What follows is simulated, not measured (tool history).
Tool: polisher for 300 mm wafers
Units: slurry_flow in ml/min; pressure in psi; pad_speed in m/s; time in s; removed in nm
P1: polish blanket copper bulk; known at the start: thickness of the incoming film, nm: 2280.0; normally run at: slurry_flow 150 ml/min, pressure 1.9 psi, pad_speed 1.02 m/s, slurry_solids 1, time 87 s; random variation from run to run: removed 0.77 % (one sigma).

run 1 day=0.479 | slurry_flow=150 pressure=1.9 pad_speed=1.02 slurry_solids=1 time=87 | removed=534.68
run 2 day=0.742 | slurry_flow=150 pressure=1.9 pad_speed=1.02 slurry_solids=1 time=39 | removed=235.41
run 3 day=1.25 | slurry_flow=150 pressure=1.9 pad_speed=1.02 slurry_solids=1 time=136 | removed=828.02
run 4 day=1.729 | slurry_flow=150 pressure=1.9 pad_speed=1.62 slurry_solids=1 time=87 | removed=850.25
run 5 day=2.229 | slurry_flow=90 pressure=1.9 pad_speed=1.02 slurry_solids=1.35 time=87 | removed=509.85
run 6 day=2.633 | slurry_flow=150 pressure=0.9 pad_speed=1.02 slurry_solids=1 time=87 | removed=251.09
run 7 day=3.154 | slurry_flow=150 pressure=1.9 pad_speed=1.02 slurry_solids=1 time=87 | removed=532.49
run 8 day=3.675 | slurry_flow=235 pressure=1.9 pad_speed=1.02 slurry_solids=1 time=87 | removed=563.51
run 9 day=4.092 | slurry_flow=150 pressure=1.9 pad_speed=1.02 slurry_solids=1 time=87 | removed=536.38
run 10 day=4.562 | slurry_flow=150 pressure=1.9 pad_speed=1.02 slurry_solids=1.4 time=109 | removed=715.18
run 11 day=5.029 | slurry_flow=150 pressure=1.9 pad_speed=0.46 slurry_solids=1 time=87 | removed=235.97
run 12 day=5.367 | slurry_flow=150 pressure=1.9 pad_speed=1.02 slurry_solids=0.5 time=87 | removed=463.04
-- day=5.558 slurry blender recalibrated
run 13 day=5.821 | slurry_flow=150 pressure=1.2 pad_speed=1.02 slurry_solids=1 time=59 | removed=227.29
run 14 day=6.225 | slurry_flow=90 pressure=1.9 pad_speed=1.02 slurry_solids=1 time=87 | removed=472.06
run 15 day=6.621 | slurry_flow=150 pressure=2.5 pad_speed=1.02 slurry_solids=1 time=87 | removed=696.53
run 16 day=7.15 | slurry_flow=150 pressure=1.9 pad_speed=1.02 slurry_solids=1.45 time=87 | removed=570.63
run 17 day=7.688 | slurry_flow=150 pressure=1.9 pad_speed=1.02 slurry_solids=1 time=87 | removed=526.27
run 18 day=7.946 | slurry_flow=150 pressure=1.9 pad_speed=1.02 slurry_solids=1 time=87 | removed=530.2
run 19 day=8.404 | slurry_flow=150 pressure=1.9 pad_speed=1.02 slurry_solids=1 time=87 | removed=530.87
run 20 day=8.854 | slurry_flow=150 pressure=1.9 pad_speed=1.02 slurry_solids=1 time=87 | removed=503.9
run 21 day=9.196 | slurry_flow=150 pressure=1.9 pad_speed=1.02 slurry_solids=1 time=87 | removed=492.03
-- day=9.538 head pressure recalibrated
run 22 day=9.625 | slurry_flow=150 pressure=1.9 pad_speed=1.02 slurry_solids=1 time=87 | removed=492.41
run 23 day=10.15 | slurry_flow=150 pressure=1.9 pad_speed=1.02 slurry_solids=1 time=87 | removed=483.57
-- day=10.429 slurry blender recalibrated
run 24 day=10.554 | slurry_flow=150 pressure=1.9 pad_speed=1.02 slurry_solids=1 time=87 | removed=488.3
run 25 day=10.917 | slurry_flow=150 pressure=1.9 pad_speed=1.02 slurry_solids=1 time=87 | removed=478.09
run 26 day=11.333 | slurry_flow=150 pressure=1.9 pad_speed=1.02 slurry_solids=1 time=87 | removed=476

What P1 gives has crept away from where it was. These 2 causes fit the log equally well, each at the size given:
A: removal rate lost through wear of the pad, % = 9.68
B: slurry flow missing at the pad, % = 37.8
The creep began at about day 8.404.
Why every other cause is out:
head's pressure below its setpoint, %: serviced at day 9.538, which brought nothing back
abrasive missing from the slurry, %: serviced at day 10.429, which brought nothing back

4 check runs are offered, each on 2 wafers whose results are averaged, their results left as question marks. Which one tells the causes apart?
run check 1 day=11.75 | slurry_flow=150 pressure=1.9 pad_speed=1.02 slurry_solids=0.6 time=87 | removed=?
run check 2 day=11.75 | slurry_flow=150 pressure=1.9 pad_speed=1.02 slurry_solids=1.3 time=87 | removed=?
run check 3 day=11.75 | slurry_flow=100 pressure=1.9 pad_speed=1.02 slurry_solids=1 time=87 | removed=?
run check 4 day=11.75 | slurry_flow=150 pressure=1.9 pad_speed=0.5 slurry_solids=1 time=87 | removed=?

What each check would give under each cause:
check=check_1 result=removed if_A=430.67 if_B=430.74
check=check_2 result=removed if_A=507 if_B=507.08
check=check_3 result=removed if_A=440.29 if_B=421.71
check=check_4 result=removed if_A=234.74 if_B=234.78
How far apart the two closest causes lie, in the result that separates them most: check 1 0.02 %; check 2 0.02 %; check 3 4.31 %; check 4 0.02 %
Only check 3 tells the causes apart: in the others they would give nearly the same result.

Check 3 was then run and gave: removed 440.94 nm. Which cause is it?

It is A: removal rate lost through wear of the pad, %.

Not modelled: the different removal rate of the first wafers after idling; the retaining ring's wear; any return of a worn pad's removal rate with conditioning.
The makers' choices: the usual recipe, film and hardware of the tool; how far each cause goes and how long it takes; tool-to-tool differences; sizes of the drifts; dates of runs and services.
